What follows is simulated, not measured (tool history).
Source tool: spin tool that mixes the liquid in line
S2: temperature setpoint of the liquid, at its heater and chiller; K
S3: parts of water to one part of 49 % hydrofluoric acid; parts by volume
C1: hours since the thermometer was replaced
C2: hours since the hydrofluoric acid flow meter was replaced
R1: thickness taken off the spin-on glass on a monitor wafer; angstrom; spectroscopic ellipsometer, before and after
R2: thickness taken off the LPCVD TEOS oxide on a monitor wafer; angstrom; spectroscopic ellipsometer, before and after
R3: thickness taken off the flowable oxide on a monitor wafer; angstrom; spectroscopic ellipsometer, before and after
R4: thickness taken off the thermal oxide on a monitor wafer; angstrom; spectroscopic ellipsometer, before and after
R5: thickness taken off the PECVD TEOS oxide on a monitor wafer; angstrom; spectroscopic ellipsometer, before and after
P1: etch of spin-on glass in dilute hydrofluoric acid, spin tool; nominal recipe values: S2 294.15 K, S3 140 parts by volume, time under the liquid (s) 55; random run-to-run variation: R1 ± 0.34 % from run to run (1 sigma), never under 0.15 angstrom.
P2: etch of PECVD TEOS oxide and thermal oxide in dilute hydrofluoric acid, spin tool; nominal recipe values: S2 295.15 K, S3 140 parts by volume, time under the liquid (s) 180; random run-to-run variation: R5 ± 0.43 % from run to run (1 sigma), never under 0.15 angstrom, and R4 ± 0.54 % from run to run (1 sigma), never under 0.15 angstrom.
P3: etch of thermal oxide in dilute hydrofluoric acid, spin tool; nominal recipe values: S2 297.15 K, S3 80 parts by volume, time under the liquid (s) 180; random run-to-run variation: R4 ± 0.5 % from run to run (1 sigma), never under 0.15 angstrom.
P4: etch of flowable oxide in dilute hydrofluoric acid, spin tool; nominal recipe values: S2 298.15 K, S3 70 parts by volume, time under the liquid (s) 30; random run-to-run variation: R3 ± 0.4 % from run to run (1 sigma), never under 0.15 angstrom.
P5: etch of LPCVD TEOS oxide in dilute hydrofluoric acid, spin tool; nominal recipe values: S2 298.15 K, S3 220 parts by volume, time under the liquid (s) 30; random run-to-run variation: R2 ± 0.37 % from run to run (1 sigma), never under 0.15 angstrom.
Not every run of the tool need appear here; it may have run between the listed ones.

Run 1, day 0.1: process that ran P1, S2 294.15 K, S3 140 parts by volume, time under the liquid (s) 55; C1 1640.9; C2 919.8. Result: R1 107.46 angstrom.
Run 2, day 0.258: process that ran P5, S2 306.65 K, S3 220 parts by volume, time under the liquid (s) 30; C1 1644.7; C2 923.6. Result: R2 91.564 angstrom.
Run 3, day 0.421: process that ran P4, S2 304.15 K, S3 70 parts by volume, time under the liquid (s) 30; C1 1648.6; C2 927.5. Result: R3 149.22 angstrom.
Run 4, day 0.538: process that ran P4, S2 298.15 K, S3 20 parts by volume, time under the liquid (s) 30; C1 1651.4; C2 930.3. Result: R3 443.55 angstrom.
Run 5, day 0.642: process that ran P1, S2 294.15 K, S3 140 parts by volume, time under the liquid (s) 15; C1 1653.9; C2 932.8. Result: R1 29.19 angstrom.
Run 6, day 0.783: process that ran P1, S2 294.15 K, S3 140 parts by volume, time under the liquid (s) 95; C1 1657.3; C2 936.2. Result: R1 185.67 angstrom.
Run 7, day 0.912: process that ran P3, S2 297.15 K, S3 80 parts by volume, time under the liquid (s) 180; C1 1660.4; C2 939.3. Result: R4 104.99 angstrom.
Run 8, day 1.046: process that ran P3, S2 297.15 K, S3 80 parts by volume, time under the liquid (s) 180; C1 1663.6; C2 942.5. Result: R4 104.48 angstrom.
Run 9, day 1.146: process that ran P1, S2 298.65 K, S3 140 parts by volume, time under the liquid (s) 55; C1 1666; C2 944.9. Result: R1 127.63 angstrom.
At day 1.171: hydrofluoric acid flow meter replaced.
Run 10, day 1.238: process that ran P5, S2 298.15 K, S3 380 parts by volume, time under the liquid (s) 30; C1 1668.2; C2 1.6. Result: R2 33.905 angstrom.
Run 11, day 1.433: process that ran P2, S2 301.65 K, S3 140 parts by volume, time under the liquid (s) 180; C1 1672.9; C2 6.3. Result: R4 68.523 angstrom, R5 122.36 angstrom.
Run 12, day 1.575: process that ran P3, S2 304.15 K, S3 80 parts by volume, time under the liquid (s) 180; C1 1676.3; C2 9.7. Result: R4 137.14 angstrom.
Run 13, day 1.767: process that ran P2, S2 295.15 K, S3 140 parts by volume, time under the liquid (s) 180; C1 1680.9; C2 14.3. Result: R4 53.51 angstrom, R5 96.123 angstrom.
Run 14, day 1.954: process that ran P5, S2 298.15 K, S3 220 parts by volume, time under the liquid (s) 60; C1 1685.4; C2 18.8. Result: R2 136.61 angstrom.
Run 15, day 2.138: process that ran P1, S2 294.15 K, S3 245 parts by volume, time under the liquid (s) 55; C1 1689.8; C2 23.2. Result: R1 55.508 angstrom.
Run 16, day 2.254: process that ran P2, S2 295.15 K, S3 140 parts by volume, time under the liquid (s) 15; C1 1692.6; C2 26. Result: R4 4.5928 angstrom, R5 7.8833 angstrom.
Run 17, day 2.383: process that ran P1, S2 294.15 K, S3 140 parts by volume, time under the liquid (s) 55; C1 1695.7; C2 29.1. Result: R1 107.24 angstrom.
Run 18, day 2.496: process that ran P3, S2 297.15 K, S3 145 parts by volume, time under the liquid (s) 180; C1 1698.4; C2 31.8. Result: R4 53.83 angstrom.
Run 19, day 2.638: process that ran P1, S2 299.15 K, S3 210 parts by volume, time under the liquid (s) 55; C1 1701.8; C2 35.2. Result: R1 79.984 angstrom.
Run 20, day 2.729: process that ran P1, S2 294.15 K, S3 140 parts by volume, time under the liquid (s) 55; C1 1704; C2 37.4. Result: R1 107.15 angstrom.
Run 21, day 2.821: process that ran P4, S2 298.15 K, S3 70 parts by volume, time under the liquid (s) 30; C1 1706.2; C2 39.6. Result: R3 117.91 angstrom.
Run 22, day 2.921: process that ran P1, S2 294.15 K, S3 140 parts by volume, time under the liquid (s) 55; C1 1708.6; C2 42. Result: R1 107.42 angstrom.
Run 23, day 3.021: process that ran P2, S2 295.15 K, S3 140 parts by volume, time under the liquid (s) 180; C1 1711; C2 44.4. Result: R4 53.417 angstrom, R5 95.832 angstrom.
Run 24, day 3.125: process that ran P1, S2 294.15 K, S3 65 parts by volume, time under the liquid (s) 55; C1 1713.5; C2 46.9. Result: R1 252.89 angstrom.
Run 25, day 3.275: process that ran P2, S2 295.15 K, S3 255 parts by volume, time under the liquid (s) 180; C1 1717.1; C2 50.5. Result: R4 25.857 angstrom, R5 46.306 angstrom.
Run 26, day 3.404: process that ran P4, S2 298.15 K, S3 70 parts by volume, time under the liquid (s) 15; C1 1720.2; C2 53.6. Result: R3 59.242 angstrom.
Run 27, day 3.538: process that ran P1, S2 294.15 K, S3 140 parts by volume, time under the liquid (s) 55; C1 1723.4; C2 56.8. Result: R1 107.67 angstrom.
Run 28, day 3.725: process that ran P1, S2 290.15 K, S3 140 parts by volume, time under the liquid (s) 55; C1 1727.9; C2 61.3. Result: R1 91.298 angstrom.
Run 29, day 3.896: process that ran P5, S2 298.15 K, S3 220 parts by volume, time under the liquid (s) 30; C1 1732; C2 65.4. Result: R2 68.095 angstrom.
Run 30, day 4.038: process that ran P3, S2 297.15 K, S3 80 parts by volume, time under the liquid (s) 360; C1 1735.4; C2 68.8. Result: R4 209.28 angstrom.
Run 31, day 4.196: process that ran P4, S2 298.15 K, S3 70 parts by volume, time under the liquid (s) 30; C1 1739.2; C2 72.6. Result: R3 117.97 angstrom.
Run 32, day 4.3: process that ran P1, S2 294.15 K, S3 140 parts by volume, time under the liquid (s) 55; C1 1741.7; C2 75.1. Result: R1 107.53 angstrom.
Run 33, day 4.492: process that ran P1, S2 294.15 K, S3 140 parts by volume, time under the liquid (s) 55; C1 1746.3; C2 79.7. Result: R1 103.06 angstrom.
Run 34, day 4.638: process that ran P1, S2 294.15 K, S3 140 parts by volume, time under the liquid (s) 55; C1 1749.8; C2 83.2. Result: R1 100.48 angstrom.
Run 35, day 4.833: process that ran P1, S2 294.15 K, S3 140 parts by volume, time under the liquid (s) 55; C1 1754.5; C2 87.9. Result: R1 99.781 angstrom.
Run 36, day 4.962: process that ran P1, S2 294.15 K, S3 140 parts by volume, time under the liquid (s) 55; C1 1757.6; C2 91. Result: R1 99.35 angstrom.
Run 37, day 5.125: process that ran P1, S2 294.15 K, S3 140 parts by volume, time under the liquid (s) 55; C1 1761.5; C2 94.9. Result: R1 99.514 angstrom.
Run 38, day 5.233: process that ran P1, S2 294.15 K, S3 140 parts by volume, time under the liquid (s) 55; C1 1764.1; C2 97.5. Result: R1 98.332 angstrom.
Run 39, day 5.388: process that ran P1, S2 294.15 K, S3 140 parts by volume, time under the liquid (s) 55; C1 1767.8; C2 101.2. Result: R1 98.456 angstrom.

Something has made what P1 gives creep away from where it was; the 2 causes below, each at its own stated size, fit the log equally well:
A: hydrofluoric acid flow below the setpoint (%) = 7.23
B: liquid colder than its thermometer reads (K) = 2.17
The creep began at about day 4.3.

The list below offers 4 check runs, each averaging the results of 2 wafers, and shows each result as a question mark. For which of them would the listed causes give clearly different results?
Run check 1, day 5.542: process that ran P3, S2 297.15 K, S3 125 parts by volume, time under the liquid (s) 180. Result: R4 ?.
Run check 2, day 5.542: process that ran P4, S2 302.65 K, S3 70 parts by volume, time under the liquid (s) 15. Result: R3 ?.
Run check 3, day 5.542: process that ran P5, S2 304.15 K, S3 340 parts by volume, time under the liquid (s) 30. Result: R2 ?.
Run check 4, day 5.542: process that ran P2, S2 300.65 K, S3 140 parts by volume, time under the liquid (s) 180. Result: R4 ?, R5 ?.

Expected result of each check under each candidate cause:
  check  result    if A    if B
check 1      R4   58.07  58.138
check 2      R3  64.825   64.72
check 3      R2  42.638   44.16
check 4      R4  59.933   60.36
check 4      R5  107.86  108.63
Distance between the nearest two causes, measured in the result of the check that separates them most: check 1 0.12 %; check 2 0.16 %; check 3 3.51 %; check 4 0.71 %
The other checks would show nearly matching results whichever cause is true, so check 3 is the only one that separates the causes.

Then check 3 was run and gave: R2 42.398 angstrom. Which cause is it?

Of the candidate causes, it is A: hydrofluoric acid flow below the setpoint (%).
